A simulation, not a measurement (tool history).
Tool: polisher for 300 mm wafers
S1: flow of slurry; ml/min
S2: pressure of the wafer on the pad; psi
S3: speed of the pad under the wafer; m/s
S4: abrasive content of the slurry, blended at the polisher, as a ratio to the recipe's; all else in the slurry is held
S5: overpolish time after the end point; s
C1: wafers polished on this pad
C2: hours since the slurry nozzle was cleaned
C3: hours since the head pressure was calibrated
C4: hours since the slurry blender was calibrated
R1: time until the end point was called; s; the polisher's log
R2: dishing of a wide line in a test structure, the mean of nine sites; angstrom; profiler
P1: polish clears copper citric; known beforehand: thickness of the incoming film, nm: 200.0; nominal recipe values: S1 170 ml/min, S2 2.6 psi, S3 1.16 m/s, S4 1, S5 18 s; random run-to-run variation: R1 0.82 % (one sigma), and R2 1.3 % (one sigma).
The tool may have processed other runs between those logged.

run    day   S1   S2    S3    S4  S5    C1     C2     C3     C4      R1      R2
  1  0.192  170  2.6  1.16     1  18   310  572.7  450.4    285  74.175  259.49
  2  0.496  170  2.6  1.16     1  18   369    580  457.7  292.3  74.607  261.49
  3  0.658  260  2.6  1.16     1  18   400  583.9  461.6  296.2  70.752  269.62
  4   0.85  170  1.9  1.16     1  18   437  588.5  466.2  300.8  102.18  201.91
  5  1.054  170  2.6  0.54     1  18   477  593.4  471.1  305.7  155.99  151.81
  6  1.254  170  2.6  1.16  0.65  18   515  598.2  475.9  310.5  81.768  248.58
  7   1.45  105  2.6  1.16     1   5   553  602.9  480.6  315.2   81.71  83.997
       1.6  -- slurry blender recalibrated
  8  1.679  170  2.6  1.16  1.35  18   597  608.4  486.1    1.9  69.973  271.57
  9  1.888  100  2.6  1.16     1  18   637  613.4  491.1    6.9  82.562  244.59
 10   2.15  170  2.6  1.16     1   5   688  619.7  497.4   13.2   74.41  91.855
 11  2.433  170  2.6  1.16     1  27   743  626.5  504.2     20  75.252  337.11
 12  2.704  170  2.6  1.16     1  18   795    633  510.7   26.5  74.832  267.07
 13  2.883  170  2.6  1.16     1  18   830  637.3    515   30.8  74.733  264.46
 14  3.067  170  1.2  1.16   0.6  18   865  641.7  519.4   35.2   173.3  135.99
     3.196  -- head pressure recalibrated
 15  3.254  170    4  1.16     1  18   901  646.2    1.5   39.7  49.096  349.69
 16  3.512  170  2.6  1.74     1  18   951  652.4    7.7   45.9  50.005  332.97
 17  3.671  170  2.6  1.16     1  18   982  656.2   11.5   49.7  74.845   259.1
 18  3.925  170  2.6  1.16     1  18  1031  662.3   17.6   55.8  74.405  257.96
 19  4.212  170  2.6  1.16     1  18  1086  669.2   24.5   62.7  77.582  252.57
 20  4.404  170  2.6  1.16     1  18  1123  673.8   29.1   67.3   78.46  254.57
     4.667  -- slurry blender recalibrated
 21  4.692  170  2.6  1.16     1  18  1179  680.7     36    0.6  79.888  251.16
 22      5  170  2.6  1.16     1  18  1238  688.1   43.4      8  81.858  243.19
      5.05  -- head pressure recalibrated
 23  5.283  170  2.6  1.16     1  18  1293  694.9    5.6   14.8  80.985   249.3
 24  5.467  170  2.6  1.16     1  18  1328  699.3     10   19.2  81.814  244.96

What P1 gives has crept off from where it sat before. The 2 causes that follow fit the log equally well, each at the size noted:
A: removal rate lost through wear of the pad, % = 8.95
B: slurry flow missing at the pad, % = 38.4
The creep began at about day 3.925.
Every other cause this tool's parts could produce, and why it does not fit the log:
head's pressure below its setpoint, %: serviced at day 5.05, after the drift had started, without restoring the earlier output
abrasive missing from the slurry, %: serviced at day 4.667, after the drift had started, without restoring the earlier output

Consider the 4 check runs below, whose results appear as question marks and each of which averages 5 wafers. Which one distinguishes the causes, in that each cause would give it a clearly different result?
check 1  5.65  170  3.9   1.7   1  18                   ?   ?
check 2  5.65  170  2.6  0.54   1  18                   ?   ?
check 3  5.65  255  2.6  1.16   1   6                   ?   ?
check 4  5.65  170  2.6  1.16   1   6                   ?   ?

Check results expected under each cause:
  check  result    if A    if B
check 1      R1  37.868  37.863
check 1      R2  392.32  392.34
check 2      R1  171.77  171.75
check 2      R2  138.09   138.1
check 3      R1  78.018  75.752
check 3      R2  105.13  107.92
check 4      R1  82.158  82.149
check 4      R2   100.4  100.41
Minimum pairwise separation of causes per check, each pair taken at its best-separating result: check 1 0.01 %; check 2 0.01 %; check 3 2.95 %; check 4 0.01 %
Of the check runs offered, only check 3 discriminates between the causes; the rest would read about the same regardless of which cause applies.

Check 3 was then run and gave: R1 75.733 s; R2 108.69 angstrom. Which cause is it?

B is the cause: slurry flow missing at the pad, %.
